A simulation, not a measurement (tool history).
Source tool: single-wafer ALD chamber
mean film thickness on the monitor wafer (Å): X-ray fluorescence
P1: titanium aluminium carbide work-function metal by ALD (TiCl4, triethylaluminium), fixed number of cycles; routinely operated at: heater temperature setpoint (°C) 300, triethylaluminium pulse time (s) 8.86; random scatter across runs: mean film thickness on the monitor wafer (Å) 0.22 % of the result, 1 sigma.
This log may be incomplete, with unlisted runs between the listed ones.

run	hour	heater temperature setpoint (°C)	triethylaluminium pulse time (s)	hours since the last thermocouple change	hours since the last triethylaluminium bottle change	mean film thickness on the monitor wafer (Å)
1	13.4	300	8.86	369.9	539.3	19.804
2	20.5	300	12.32	377	546.4	20.438
3	27.6	280	4.3	384.1	553.5	14.723
4	41.6	275	8.86	398.1	567.5	17.757
5	51.3	300	8.86	407.8	577.2	19.823
6	60.6	300	3.83	417.1	586.5	15.323
7	69.8	300	8.86	426.3	595.7	19.859
8	81.4	284	13.27	437.9	607.3	19.162
9	91.2	323	8.86	447.7	617.1	21.816
10	102.9	300	8.86	459.4	628.8	19.854
11	112.8	281	5.49	469.3	638.7	16.25
12	121.6	300	8.86	478.1	647.5	19.854
13	131.3	300	8.86	487.8	657.2	19.796
14	139.7	300	8.86	496.2	665.6	19.571
15	152.4	300	8.86	508.9	678.3	19.549
16	161.3	300	8.86	517.8	687.2	19.438
17	173.9	300	8.86	530.4	699.8	19.38
18	186	300	8.86	542.5	711.9	19.413
19	195.3	300	8.86	551.8	721.2	19.373

Something has made what P1 gives creep away from where it was; the 2 causes below, each at its own stated size, fit the log equally well:
A: wafer temperature below the value expected at the setpoint (K) = 5.14
B: triethylaluminium dose below that of a fresh bottle (%) = 12.2
The process output started creeping at around hour 131.3.

Listed below are the offered check runs, one wafer per run, with question marks in place of results. For which of them would the causes give clearly different outcomes?
check 1	204.6	277	8.86			?
check 2	204.6	300	4.51			?
check 3	204.6	320	8.86			?
check 4	204.6	319	8.86			?

What every check run would give for each of its results, assuming each possible cause in turn:
check	result	if A	if B
check 1	mean film thickness on the monitor wafer (Å)	17.439	17.472
check 2	mean film thickness on the monitor wafer (Å)	16.052	15.499
check 3	mean film thickness on the monitor wafer (Å)	21.12	21.087
check 4	mean film thickness on the monitor wafer (Å)	21.033	21.001
Per check, the gap between the least separated pair of causes, taken in the result that splits them most: check 1 0.19 %; check 2 3.5 %; check 3 0.16 %; check 4 0.15 %
Check 2 distinguishes between the causes, while the remaining checks would return nearly the same result for all of them.

Here is what check 2 returned: mean film thickness on the monitor wafer (Å) 16.072. Which cause is it?

It was cause A: wafer temperature below the value expected at the setpoint (K).

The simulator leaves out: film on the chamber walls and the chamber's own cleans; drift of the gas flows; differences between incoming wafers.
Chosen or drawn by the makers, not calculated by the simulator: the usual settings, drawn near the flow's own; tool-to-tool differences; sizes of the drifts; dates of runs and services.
